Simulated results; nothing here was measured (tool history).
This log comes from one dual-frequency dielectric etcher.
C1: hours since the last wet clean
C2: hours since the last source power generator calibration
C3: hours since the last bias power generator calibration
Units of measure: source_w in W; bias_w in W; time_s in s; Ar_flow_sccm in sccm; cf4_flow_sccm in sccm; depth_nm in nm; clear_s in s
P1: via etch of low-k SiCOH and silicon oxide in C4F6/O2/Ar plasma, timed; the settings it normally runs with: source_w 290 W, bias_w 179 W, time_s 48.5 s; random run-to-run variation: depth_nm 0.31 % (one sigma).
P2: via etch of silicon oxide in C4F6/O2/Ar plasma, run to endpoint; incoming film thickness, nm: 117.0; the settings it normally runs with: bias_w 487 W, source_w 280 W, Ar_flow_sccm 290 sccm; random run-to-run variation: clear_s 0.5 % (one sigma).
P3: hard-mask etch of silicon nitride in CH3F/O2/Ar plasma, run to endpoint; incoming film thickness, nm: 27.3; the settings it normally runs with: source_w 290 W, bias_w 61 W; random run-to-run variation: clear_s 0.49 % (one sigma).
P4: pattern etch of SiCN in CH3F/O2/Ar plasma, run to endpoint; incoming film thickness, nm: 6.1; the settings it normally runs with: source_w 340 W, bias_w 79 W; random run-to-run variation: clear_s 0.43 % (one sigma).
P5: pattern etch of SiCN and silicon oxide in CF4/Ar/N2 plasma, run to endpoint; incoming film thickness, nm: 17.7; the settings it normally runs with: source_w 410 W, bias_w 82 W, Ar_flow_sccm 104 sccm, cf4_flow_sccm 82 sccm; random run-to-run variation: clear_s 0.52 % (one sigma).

{"run": 1, "hour": 12.3, "process": "P1", "source_w": 290, "bias_w": 179, "time_s": 48.5, "C1": 171.1, "C2": 1560.7, "C3": 613.7, "depth_nm": 104.82}
{"run": 2, "hour": 21.9, "process": "P3", "source_w": 290, "bias_w": 85, "C1": 180.7, "C2": 1570.3, "C3": 623.3, "clear_s": 42.943}
{"run": 3, "hour": 31.9, "process": "P3", "source_w": 290, "bias_w": 61, "C1": 190.7, "C2": 1580.3, "C3": 633.3, "clear_s": 48.673}
{"run": 4, "hour": 40.1, "process": "P1", "source_w": 290, "bias_w": 179, "time_s": 48.5, "C1": 198.9, "C2": 1588.5, "C3": 641.5, "depth_nm": 104.67}
{"run": 5, "hour": 47.5, "process": "P2", "source_w": 280, "bias_w": 487, "Ar_flow_sccm": 290, "C1": 206.3, "C2": 1595.9, "C3": 648.9, "clear_s": 29.898}
{"run": 6, "hour": 56.5, "process": "P3", "source_w": 370, "bias_w": 61, "C1": 215.3, "C2": 1604.9, "C3": 657.9, "clear_s": 44.401}
{"run": 7, "hour": 64.7, "process": "P1", "source_w": 290, "bias_w": 179, "time_s": 48.5, "C1": 223.5, "C2": 1613.1, "C3": 666.1, "depth_nm": 105.14}
{"run": 8, "hour": 76.2, "process": "P3", "source_w": 290, "bias_w": 61, "C1": 235.0, "C2": 1624.6, "C3": 677.6, "clear_s": 48.273}
{"run": 9, "hour": 81.7, "process": "P4", "source_w": 340, "bias_w": 79, "C1": 240.5, "C2": 1630.1, "C3": 683.1, "clear_s": 17.256}
{"run": 10, "hour": 93.8, "process": "P5", "source_w": 410, "bias_w": 82, "Ar_flow_sccm": 70, "cf4_flow_sccm": 82, "C1": 252.6, "C2": 1642.2, "C3": 695.2, "clear_s": 20.609}
{"run": 11, "hour": 103.0, "process": "P1", "source_w": 290, "bias_w": 179, "time_s": 48.5, "C1": 261.8, "C2": 1651.4, "C3": 704.4, "depth_nm": 105.08}
{"run": 12, "hour": 109.9, "process": "P4", "source_w": 340, "bias_w": 60, "C1": 268.7, "C2": 1658.3, "C3": 711.3, "clear_s": 18.854}
{"run": 13, "hour": 121.1, "process": "P1", "source_w": 290, "bias_w": 130, "time_s": 60.0, "C1": 279.9, "C2": 1669.5, "C3": 722.5, "depth_nm": 117.04}
{"run": 14, "hour": 129.4, "process": "P2", "source_w": 280, "bias_w": 487, "Ar_flow_sccm": 218, "C1": 288.2, "C2": 1677.8, "C3": 730.8, "clear_s": 29.166}
{"run": 15, "hour": 134.8, "process": "P5", "source_w": 410, "bias_w": 82, "Ar_flow_sccm": 104, "cf4_flow_sccm": 82, "C1": 293.6, "C2": 1683.2, "C3": 736.2, "clear_s": 22.043}
{"run": 16, "hour": 142.7, "process": "P5", "source_w": 410, "bias_w": 82, "Ar_flow_sccm": 104, "cf4_flow_sccm": 108, "C1": 301.5, "C2": 1691.1, "C3": 744.1, "clear_s": 21.235}
{"run": 17, "hour": 148.8, "process": "P5", "source_w": 410, "bias_w": 82, "Ar_flow_sccm": 104, "cf4_flow_sccm": 82, "C1": 307.6, "C2": 1697.2, "C3": 750.2, "clear_s": 22.118}
{"run": 18, "hour": 155.5, "process": "P1", "source_w": 350, "bias_w": 179, "time_s": 48.5, "C1": 314.3, "C2": 1703.9, "C3": 756.9, "depth_nm": 112.34}
{"run": 19, "hour": 166.7, "process": "P5", "source_w": 550, "bias_w": 82, "Ar_flow_sccm": 104, "cf4_flow_sccm": 82, "C1": 325.5, "C2": 1715.1, "C3": 768.1, "clear_s": 16.961}
{"hour": 170.1, "done": "source power generator calibrated"}
{"run": 20, "hour": 174.7, "process": "P1", "source_w": 290, "bias_w": 179, "time_s": 71.5, "C1": 333.5, "C2": 4.6, "C3": 776.1, "depth_nm": 154.93}
{"run": 21, "hour": 186.8, "process": "P1", "source_w": 200, "bias_w": 179, "time_s": 48.5, "C1": 345.6, "C2": 16.7, "C3": 788.2, "depth_nm": 90.811}
{"run": 22, "hour": 196.5, "process": "P1", "source_w": 290, "bias_w": 109, "time_s": 48.5, "C1": 355.3, "C2": 26.4, "C3": 797.9, "depth_nm": 89.601}
{"run": 23, "hour": 207.5, "process": "P1", "source_w": 290, "bias_w": 179, "time_s": 48.5, "C1": 366.3, "C2": 37.4, "C3": 808.9, "depth_nm": 105.51}

What will run 24 give?
{"run": 24, "hour": 219.5, "process": "P1", "source_w": 290, "bias_w": 179, "time_s": 48.5, "C1": 378.3, "C2": 49.4, "C3": 820.9, "depth_nm": "?"}

Run 24 yielded depth_nm 105.170 nm.
